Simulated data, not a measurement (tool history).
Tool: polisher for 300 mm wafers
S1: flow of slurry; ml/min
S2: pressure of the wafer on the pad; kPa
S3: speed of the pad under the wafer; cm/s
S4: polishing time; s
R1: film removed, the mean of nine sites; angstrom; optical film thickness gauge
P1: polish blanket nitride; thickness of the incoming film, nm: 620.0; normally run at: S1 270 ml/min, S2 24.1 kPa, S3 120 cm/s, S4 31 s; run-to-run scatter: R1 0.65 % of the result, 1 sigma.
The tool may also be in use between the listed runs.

run,hour,S1,S2,S3,S4,R1
1,9.3,270,24.1,120,31,625.03
2,15.5,270,37.2,120,31,968.24
3,21.9,270,33.1,88,31,674.80
4,27.8,270,24.1,120,31,622.67
5,32.1,270,11.0,120,31,286.73
6,38.1,355,24.1,120,41,849.17
7,46.7,270,24.1,120,31,638.06
8,53.0,270,24.1,120,31,621.99
9,60.1,270,24.1,120,41,826.86
10,67.2,270,24.1,120,31,629.87
11,73.6,160,24.1,120,31,588.34
12,83.2,270,24.1,54,31,334.25
13,92.5,270,24.1,120,19,383.08
14,99.2,385,24.1,120,31,651.18
15,105.1,270,11.0,120,48,444.16
16,113.8,270,24.1,120,31,626.37
17,122.0,270,24.1,168,31,827.20
18,127.5,270,24.1,120,31,629.25
19,134.9,270,24.1,120,31,621.56
20,139.7,270,24.1,120,31,611.19
21,148.9,270,24.1,120,31,599.19

Run 22 comes next. What will it give?
22,155.9,270,24.1,120,31,?

Run 22 gave R1 597.22 angstrom.
